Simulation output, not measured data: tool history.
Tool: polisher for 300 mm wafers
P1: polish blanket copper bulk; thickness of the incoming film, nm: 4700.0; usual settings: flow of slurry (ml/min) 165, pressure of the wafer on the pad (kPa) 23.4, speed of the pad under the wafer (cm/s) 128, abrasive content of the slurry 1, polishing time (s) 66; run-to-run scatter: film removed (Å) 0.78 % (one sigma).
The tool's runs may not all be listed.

run	day	flow of slurry (ml/min)	pressure of the wafer on the pad (kPa)	speed of the pad under the wafer (cm/s)	abrasive content of the slurry	polishing time (s)	wafers polished on this pad	hours since the slurry nozzle was cleaned	hours since the head pressure was calibrated	hours since the slurry blender was calibrated	film removed (Å)
1	0.683	165	23.4	128	1	66	770	93.3	373.1	86	8860.8
2	1.308	165	23.4	128	1.35	66	915	108.3	388.1	101	9662.1
3	1.946	165	23.4	128	0.55	66	1063	123.6	403.4	116.3	8068.5
4	2.479	165	23.4	58	1	30	1187	136.4	416.2	129.1	1872.2
5	3.025	165	13.8	128	1	66	1313	149.5	429.3	142.2	5367.7
6	3.817	115	23.4	128	1	66	1497	168.5	448.3	161.2	8520.6
7	4.179	165	23.4	62	1	66	1581	177.2	457	169.9	4349
8	4.812	165	14.5	128	1.3	66	1728	192.4	472.2	185.1	5926.6
9	5.504	235	23.4	194	1	66	1888	209	488.8	201.7	14396
10	5.896	165	23.4	128	1	66	1979	218.4	498.2	211.1	9088.3
11	6.5	255	23.4	128	1	66	2119	232.9	512.7	225.6	9477.4
12	6.917	165	23.4	128	1	66	2216	242.9	522.7	235.6	9041.7
13	7.371	165	23.4	128	1	90	2321	253.8	533.6	246.5	12326
14	8.146	165	31.7	128	1	66	2501	272.4	552.2	265.1	12257
15	8.762	165	23.4	128	1	30	2644	287.2	567	279.9	4114.2
16	9.204	165	23.4	170	1	66	2746	297.8	577.6	290.5	11965
17	9.692	165	23.4	128	1	66	2859	309.5	589.3	302.2	9039.6
18	10.058	165	23.4	128	1	66	2944	318.3	598.1	311	8940.8
19	10.867	165	23.4	128	1	66	3132	337.7	617.5	330.4	8829
20	11.604	165	23.4	128	1	66	3303	355.4	635.2	348.1	8554.1
21	12.242	165	23.4	128	1	66	3451	370.7	650.5	363.4	8480.7
22	12.912	165	23.4	128	1	66	3606	386.8	666.6	379.5	8379.7
# day 12.992: head pressure recalibrated
# day 13.354: slurry blender recalibrated
23	13.383	165	23.4	128	1	66	3716	398.1	9.4	0.7	8379.1
24	14.038	165	23.4	128	1	66	3867	413.8	25.1	16.4	8393.4
25	14.604	165	23.4	128	1	66	3999	427.4	38.7	30	8368
26	15.112	165	23.4	128	1	66	4117	439.6	50.9	42.2	8309.1
27	15.754	165	23.4	128	1	66	4265	455	66.3	57.6	8259.7
28	16.117	165	23.4	128	1	66	4350	463.7	75	66.3	8335.5
29	16.642	165	23.4	128	1	66	4471	476.3	87.6	78.9	8344

What P1 gives has crept away from where it was. These 2 causes fit the log equally well, each at the size given:
A: slurry flow missing at the pad, % = 35.9
B: removal rate lost through wear of the pad, % = 8.35
The creep began at about day 10.058.
Why every other cause is out:
head's pressure below its setpoint, %: serviced at day 12.992, which brought nothing back
abrasive missing from the slurry, %: serviced at day 13.354, which brought nothing back

4 check runs are offered, each on 5 wafers whose results are averaged, their results left as question marks. Which one tells the causes apart?
check 1	17.167	165	18.6	128	1.2	66					?
check 2	17.167	165	23.4	128	0.8	66					?
check 3	17.167	240	23.4	128	1	66					?
check 4	17.167	165	16.5	128	0.55	66					?

What each check would give under each cause:
check	result	if A	if B
check 1	film removed (Å)	6843	6843.2
check 2	film removed (Å)	7901.7	7901.9
check 3	film removed (Å)	8935	8710.3
check 4	film removed (Å)	5168	5168.1
How far apart the two closest causes lie, in the result that separates them most: check 1 0 %; check 2 0 %; check 3 2.55 %; check 4 0 %
Check 3 tells the causes apart: in the others they would give nearly the same result.

Check 3 was then run and gave: film removed (Å) 8904.7. Which cause is it?

It is A: slurry flow missing at the pad, %.

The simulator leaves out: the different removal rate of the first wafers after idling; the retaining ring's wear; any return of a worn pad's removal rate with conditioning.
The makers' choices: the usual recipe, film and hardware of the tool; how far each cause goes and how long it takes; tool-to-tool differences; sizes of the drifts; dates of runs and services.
